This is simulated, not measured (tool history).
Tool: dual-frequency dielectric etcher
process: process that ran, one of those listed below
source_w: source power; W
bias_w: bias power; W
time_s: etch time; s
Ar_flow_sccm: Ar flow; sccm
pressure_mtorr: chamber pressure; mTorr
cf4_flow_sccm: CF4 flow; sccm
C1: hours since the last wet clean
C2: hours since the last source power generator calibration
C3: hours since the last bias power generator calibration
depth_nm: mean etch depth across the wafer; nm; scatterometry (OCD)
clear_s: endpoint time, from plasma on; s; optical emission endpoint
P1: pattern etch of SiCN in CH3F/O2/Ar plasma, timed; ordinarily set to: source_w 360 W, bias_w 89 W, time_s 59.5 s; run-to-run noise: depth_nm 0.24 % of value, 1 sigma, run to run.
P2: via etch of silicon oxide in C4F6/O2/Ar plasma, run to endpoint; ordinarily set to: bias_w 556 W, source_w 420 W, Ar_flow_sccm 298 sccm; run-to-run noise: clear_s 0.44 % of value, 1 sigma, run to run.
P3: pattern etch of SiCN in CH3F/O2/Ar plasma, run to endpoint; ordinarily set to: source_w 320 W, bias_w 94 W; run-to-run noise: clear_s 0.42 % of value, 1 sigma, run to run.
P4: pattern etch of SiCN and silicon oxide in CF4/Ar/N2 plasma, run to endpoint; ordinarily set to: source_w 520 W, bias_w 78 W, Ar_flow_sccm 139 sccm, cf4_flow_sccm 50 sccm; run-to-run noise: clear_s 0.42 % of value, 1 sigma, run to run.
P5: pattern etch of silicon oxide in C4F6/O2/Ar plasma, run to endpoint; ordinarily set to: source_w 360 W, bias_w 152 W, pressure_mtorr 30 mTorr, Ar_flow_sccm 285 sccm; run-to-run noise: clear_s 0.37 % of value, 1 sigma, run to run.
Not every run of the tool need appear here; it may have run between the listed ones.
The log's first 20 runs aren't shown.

run 21 hour=220 | process=P4 source_w=350 bias_w=78 Ar_flow_sccm=139 cf4_flow_sccm=50 | C1=439.1 C2=2210.9 C3=2404.6 | clear_s=19.177
run 22 hour=233.1 | process=P1 source_w=360 bias_w=56 time_s=59.5 | C1=452.2 C2=2224 C3=2417.7 | depth_nm=18.75
run 23 hour=245.7 | process=P5 source_w=360 bias_w=152 Ar_flow_sccm=285 pressure_mtorr=39 | C1=464.8 C2=2236.6 C3=2430.3 | clear_s=14.714
run 24 hour=253.5 | process=P4 source_w=520 bias_w=78 Ar_flow_sccm=139 cf4_flow_sccm=33 | C1=472.6 C2=2244.4 C3=2438.1 | clear_s=14.664
run 25 hour=262.1 | process=P3 source_w=320 bias_w=115 | C1=481.2 C2=2253 C3=2446.7 | clear_s=20.301
run 26 hour=274.1 | process=P1 source_w=430 bias_w=109 time_s=59.5 | C1=493.2 C2=2265 C3=2458.7 | depth_nm=25.519
run 27 hour=287.7 | process=P2 source_w=420 bias_w=556 Ar_flow_sccm=298 | C1=506.8 C2=2278.6 C3=2472.3 | clear_s=22.471
run 28 hour=301.7 | process=P2 source_w=270 bias_w=556 Ar_flow_sccm=298 | C1=520.8 C2=2292.6 C3=2486.3 | clear_s=26.3
run 29 hour=312.5 | process=P5 source_w=360 bias_w=101 Ar_flow_sccm=285 pressure_mtorr=30 | C1=531.6 C2=2303.4 C3=2497.1 | clear_s=16.067
run 30 hour=320.6 | process=P1 source_w=440 bias_w=89 time_s=59.5 | C1=539.7 C2=2311.5 C3=2505.2 | depth_nm=23.929
run 31 hour=332 | process=P1 source_w=360 bias_w=89 time_s=77 | C1=551.1 C2=2322.9 C3=2516.6 | depth_nm=28.72
run 32 hour=342.4 | process=P1 source_w=360 bias_w=89 time_s=59.5 | C1=561.5 C2=2333.3 C3=2527 | depth_nm=22.078
run 33 hour=349.4 | process=P4 source_w=520 bias_w=78 Ar_flow_sccm=83 cf4_flow_sccm=50 | C1=568.5 C2=2340.3 C3=2534 | clear_s=12.712
run 34 hour=359.4 | process=P3 source_w=320 bias_w=94 | C1=578.5 C2=2350.3 C3=2544 | clear_s=21.964
run 35 hour=366 | process=P3 source_w=320 bias_w=94 | C1=585.1 C2=2356.9 C3=2550.6 | clear_s=21.808
run 36 hour=376 | process=P5 source_w=260 bias_w=152 Ar_flow_sccm=285 pressure_mtorr=30 | C1=595.1 C2=2366.9 C3=2560.6 | clear_s=16.05
run 37 hour=384.9 | process=P1 source_w=360 bias_w=89 time_s=59.5 | C1=604 C2=2375.8 C3=2569.5 | depth_nm=22.171
run 38 hour=391.6 | process=P1 source_w=360 bias_w=89 time_s=59.5 | C1=610.7 C2=2382.5 C3=2576.2 | depth_nm=22.228
run 39 hour=400.8 | process=P1 source_w=360 bias_w=89 time_s=59.5 | C1=619.9 C2=2391.7 C3=2585.4 | depth_nm=22.388
run 40 hour=409.5 | process=P1 source_w=360 bias_w=89 time_s=59.5 | C1=628.6 C2=2400.4 C3=2594.1 | depth_nm=22.386
-- hour=420 wet clean of the chamber
run 41 hour=420.9 | process=P1 source_w=360 bias_w=89 time_s=59.5 | C1=0.9 C2=2411.8 C3=2605.5 | depth_nm=22.501
run 42 hour=427.5 | process=P1 source_w=360 bias_w=89 time_s=59.5 | C1=7.5 C2=2418.4 C3=2612.1 | depth_nm=22.501
run 43 hour=435.5 | process=P1 source_w=360 bias_w=89 time_s=59.5 | C1=15.5 C2=2426.4 C3=2620.1 | depth_nm=22.544

Predict the results of run 44:
run 44 hour=447.4 | process=P1 source_w=360 bias_w=89 time_s=59.5 | C1=27.4 C2=2438.3 C3=2632 | depth_nm=?

Logged for run 44: depth_nm 22.623 nm.

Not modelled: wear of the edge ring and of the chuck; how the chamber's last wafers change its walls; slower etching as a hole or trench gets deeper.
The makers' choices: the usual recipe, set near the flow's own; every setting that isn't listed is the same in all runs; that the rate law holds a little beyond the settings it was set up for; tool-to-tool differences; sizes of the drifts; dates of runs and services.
